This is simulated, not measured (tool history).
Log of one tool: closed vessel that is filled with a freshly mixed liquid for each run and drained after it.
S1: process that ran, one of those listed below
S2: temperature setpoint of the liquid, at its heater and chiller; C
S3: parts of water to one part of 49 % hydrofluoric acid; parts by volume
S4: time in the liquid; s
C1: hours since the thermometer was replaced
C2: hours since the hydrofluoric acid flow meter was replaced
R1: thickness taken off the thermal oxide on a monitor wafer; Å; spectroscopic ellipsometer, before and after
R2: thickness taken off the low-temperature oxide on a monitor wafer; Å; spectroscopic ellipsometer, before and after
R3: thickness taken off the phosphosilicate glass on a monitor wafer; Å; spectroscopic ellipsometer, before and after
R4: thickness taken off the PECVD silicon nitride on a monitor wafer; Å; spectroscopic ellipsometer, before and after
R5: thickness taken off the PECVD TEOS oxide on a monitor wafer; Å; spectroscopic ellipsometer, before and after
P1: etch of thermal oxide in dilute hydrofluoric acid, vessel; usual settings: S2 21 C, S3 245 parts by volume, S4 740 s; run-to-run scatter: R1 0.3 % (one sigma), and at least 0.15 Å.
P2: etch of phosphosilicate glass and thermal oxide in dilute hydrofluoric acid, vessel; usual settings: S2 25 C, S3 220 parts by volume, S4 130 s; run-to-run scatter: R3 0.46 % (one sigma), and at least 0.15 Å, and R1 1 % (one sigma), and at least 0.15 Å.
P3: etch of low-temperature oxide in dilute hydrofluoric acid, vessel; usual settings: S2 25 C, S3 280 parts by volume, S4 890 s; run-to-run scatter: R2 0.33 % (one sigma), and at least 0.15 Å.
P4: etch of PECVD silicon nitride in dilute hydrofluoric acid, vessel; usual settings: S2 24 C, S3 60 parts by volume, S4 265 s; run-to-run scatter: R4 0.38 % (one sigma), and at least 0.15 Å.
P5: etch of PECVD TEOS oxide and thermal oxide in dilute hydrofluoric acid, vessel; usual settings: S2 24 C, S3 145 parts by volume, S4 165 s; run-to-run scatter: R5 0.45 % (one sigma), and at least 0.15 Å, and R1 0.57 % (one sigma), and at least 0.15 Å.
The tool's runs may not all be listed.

run 1 hour=13.5 | S1=P1 S2=21 S3=245 S4=740 | C1=1279 C2=1485.4 | R1=107.49
run 2 hour=26.8 | S1=P3 S2=25 S3=280 S4=890 | C1=1292.3 C2=1498.7 | R2=533.7
run 3 hour=35.8 | S1=P3 S2=25 S3=510 S4=890 | C1=1301.3 C2=1507.7 | R2=237.87
run 4 hour=47.8 | S1=P2 S2=25 S3=220 S4=130 | C1=1313.3 C2=1519.7 | R1=26.571 R3=515.58
run 5 hour=55.1 | S1=P4 S2=24 S3=60 S4=265 | C1=1320.6 C2=1527 | R4=142.48
run 6 hour=65.9 | S1=P5 S2=24 S3=145 S4=165 | C1=1331.4 C2=1537.8 | R1=48.879 R5=96.367
run 7 hour=79.4 | S1=P3 S2=29.5 S3=280 S4=890 | C1=1344.9 C2=1551.3 | R2=621.1
run 8 hour=91 | S1=P5 S2=24 S3=145 S4=165 | C1=1356.5 C2=1562.9 | R1=48.888 R5=96.486
run 9 hour=103 | S1=P2 S2=31 S3=220 S4=130 | C1=1368.5 C2=1574.9 | R1=32.995 R3=630.55
run 10 hour=114.6 | S1=P1 S2=21 S3=245 S4=1205 | C1=1380.1 C2=1586.5 | R1=174.4
run 11 hour=122.9 | S1=P4 S2=24 S3=60 S4=265 | C1=1388.4 C2=1594.8 | R4=141.05
run 12 hour=129.9 | S1=P5 S2=17.5 S3=145 S4=165 | C1=1395.4 C2=1601.8 | R1=37.976 R5=74.432
-- hour=131.3 thermometer replaced
run 13 hour=139 | S1=P1 S2=21 S3=245 S4=740 | C1=7.7 C2=1610.9 | R1=107.45
run 14 hour=145.8 | S1=P1 S2=17 S3=245 S4=740 | C1=14.5 C2=1617.7 | R1=92.803
run 15 hour=154.8 | S1=P1 S2=21 S3=245 S4=740 | C1=23.5 C2=1626.7 | R1=107.65
run 16 hour=165.6 | S1=P2 S2=25 S3=400 S4=130 | C1=34.3 C2=1637.5 | R1=12.219 R3=236.4
run 17 hour=174.9 | S1=P1 S2=28.5 S3=245 S4=740 | C1=43.6 C2=1646.8 | R1=140.32
run 18 hour=186.7 | S1=P4 S2=24 S3=95 S4=265 | C1=55.4 C2=1658.6 | R4=90.22
run 19 hour=196.3 | S1=P3 S2=25 S3=280 S4=390 | C1=65 C2=1668.2 | R2=233.37
run 20 hour=207.4 | S1=P1 S2=21 S3=245 S4=740 | C1=76.1 C2=1679.3 | R1=107.56
run 21 hour=220.9 | S1=P1 S2=21 S3=430 S4=740 | C1=89.6 C2=1692.8 | R1=51.909
run 22 hour=229.6 | S1=P2 S2=25 S3=220 S4=205 | C1=98.3 C2=1701.5 | R1=42.959 R3=815.66
run 23 hour=238.9 | S1=P5 S2=24 S3=145 S4=270 | C1=107.6 C2=1710.8 | R1=80.648 R5=157.86
run 24 hour=253.1 | S1=P2 S2=25 S3=220 S4=130 | C1=121.8 C2=1725 | R1=26.373 R3=516.77
run 25 hour=262.6 | S1=P1 S2=21 S3=55 S4=210 | C1=131.3 C2=1734.5 | R1=166.68
run 26 hour=272.8 | S1=P4 S2=24 S3=60 S4=60 | C1=141.5 C2=1744.7 | R4=32.175
run 27 hour=280.7 | S1=P1 S2=21 S3=75 S4=740 | C1=149.4 C2=1752.6 | R1=422.79
run 28 hour=295.7 | S1=P1 S2=21 S3=245 S4=145 | C1=164.4 C2=1767.6 | R1=20.838
run 29 hour=302.7 | S1=P1 S2=28.5 S3=415 S4=740 | C1=171.4 C2=1774.6 | R1=70.092
run 30 hour=317.7 | S1=P4 S2=28 S3=60 S4=265 | C1=186.4 C2=1789.6 | R4=183.91
run 31 hour=324.3 | S1=P5 S2=24 S3=215 S4=165 | C1=193 C2=1796.2 | R1=30.204 R5=60.413

The next listed run, before its measurement:
run 32 hour=335.5 | S1=P1 S2=21 S3=245 S4=740 | C1=204.2 C2=1807.4 | R1=?

Run 32 gave R1 107.38 Å.
